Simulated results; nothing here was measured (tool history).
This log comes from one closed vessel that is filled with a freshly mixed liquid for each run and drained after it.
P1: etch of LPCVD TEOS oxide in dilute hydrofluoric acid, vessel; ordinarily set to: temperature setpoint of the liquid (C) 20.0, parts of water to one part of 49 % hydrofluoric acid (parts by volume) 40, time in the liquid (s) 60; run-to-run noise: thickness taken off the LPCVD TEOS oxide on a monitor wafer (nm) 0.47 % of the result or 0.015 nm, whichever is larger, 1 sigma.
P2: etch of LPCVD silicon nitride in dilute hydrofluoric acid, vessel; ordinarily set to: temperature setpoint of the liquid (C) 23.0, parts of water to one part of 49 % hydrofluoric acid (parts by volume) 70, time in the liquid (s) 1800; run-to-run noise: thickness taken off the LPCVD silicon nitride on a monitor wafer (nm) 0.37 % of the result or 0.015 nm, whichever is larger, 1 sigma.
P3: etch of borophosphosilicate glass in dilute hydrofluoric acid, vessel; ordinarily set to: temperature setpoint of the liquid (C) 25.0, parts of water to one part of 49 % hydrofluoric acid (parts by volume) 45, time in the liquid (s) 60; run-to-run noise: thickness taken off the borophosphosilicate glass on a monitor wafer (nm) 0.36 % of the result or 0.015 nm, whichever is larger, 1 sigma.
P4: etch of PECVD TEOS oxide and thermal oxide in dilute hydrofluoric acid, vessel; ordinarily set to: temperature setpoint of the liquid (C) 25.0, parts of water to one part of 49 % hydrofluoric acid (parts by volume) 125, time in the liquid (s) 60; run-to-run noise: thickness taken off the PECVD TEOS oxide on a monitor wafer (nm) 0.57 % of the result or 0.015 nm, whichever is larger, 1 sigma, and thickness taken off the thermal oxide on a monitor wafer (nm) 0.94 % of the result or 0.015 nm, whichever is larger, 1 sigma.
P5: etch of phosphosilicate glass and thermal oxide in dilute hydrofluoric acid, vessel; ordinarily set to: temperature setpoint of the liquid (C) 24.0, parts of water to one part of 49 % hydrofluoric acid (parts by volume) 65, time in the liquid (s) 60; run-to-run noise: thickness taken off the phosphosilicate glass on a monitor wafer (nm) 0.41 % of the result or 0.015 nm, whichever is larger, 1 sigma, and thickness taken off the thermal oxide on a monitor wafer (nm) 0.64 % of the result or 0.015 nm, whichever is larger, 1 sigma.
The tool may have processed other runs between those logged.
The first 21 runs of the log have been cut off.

run,hour,process that ran,temperature setpoint of the liquid (C),parts of water to one part of 49 % hydrofluoric acid (parts by volume),time in the liquid (s),thickness taken off the LPCVD TEOS oxide on a monitor wafer (nm),thickness taken off the borophosphosilicate glass on a monitor wafer (nm),thickness taken off the LPCVD silicon nitride on a monitor wafer (nm),thickness taken off the PECVD TEOS oxide on a monitor wafer (nm),thickness taken off the thermal oxide on a monitor wafer (nm),thickness taken off the phosphosilicate glass on a monitor wafer (nm)
# hour 198.7: hydrofluoric acid flow meter replaced
22,200.6,P1,20.0,70,60,13.256,,,,,
23,207.0,P1,17.0,40,30,10.591,,,,,
24,215.7,P2,23.0,70,1800,,,12.3930,,,
25,221.7,P1,17.0,40,95,33.578,,,,,
26,234.3,P2,23.0,25,1800,,,33.7070,,,
27,241.2,P1,20.0,40,115,45.898,,,,,
28,247.4,P3,20.0,45,60,,72.623,,,,
29,256.0,P4,17.0,125,60,,,,10.115,1.6400,
30,265.3,P1,20.0,20,60,49.198,,,,,
31,273.3,P2,19.5,70,1800,,,9.7383,,,
32,282.8,P4,25.0,125,115,,,,26.477,4.3434,
33,292.6,P4,25.0,125,60,,,,14.019,2.2438,
34,303.4,P1,20.0,40,60,24.055,,,,,
35,309.5,P1,20.0,40,60,24.767,,,,,
36,315.8,P1,20.0,40,60,25.607,,,,,
37,326.5,P1,20.0,40,60,25.858,,,,,
38,339.0,P1,20.0,40,60,26.377,,,,,
39,348.6,P1,20.0,40,60,26.227,,,,,
40,360.3,P1,20.0,40,60,26.733,,,,,

Run 41 is up next; what results do you expect?
41,371.6,P1,20.0,40,60,?,,,,,

Run 41 yielded thickness taken off the LPCVD TEOS oxide on a monitor wafer (nm) 26.641.

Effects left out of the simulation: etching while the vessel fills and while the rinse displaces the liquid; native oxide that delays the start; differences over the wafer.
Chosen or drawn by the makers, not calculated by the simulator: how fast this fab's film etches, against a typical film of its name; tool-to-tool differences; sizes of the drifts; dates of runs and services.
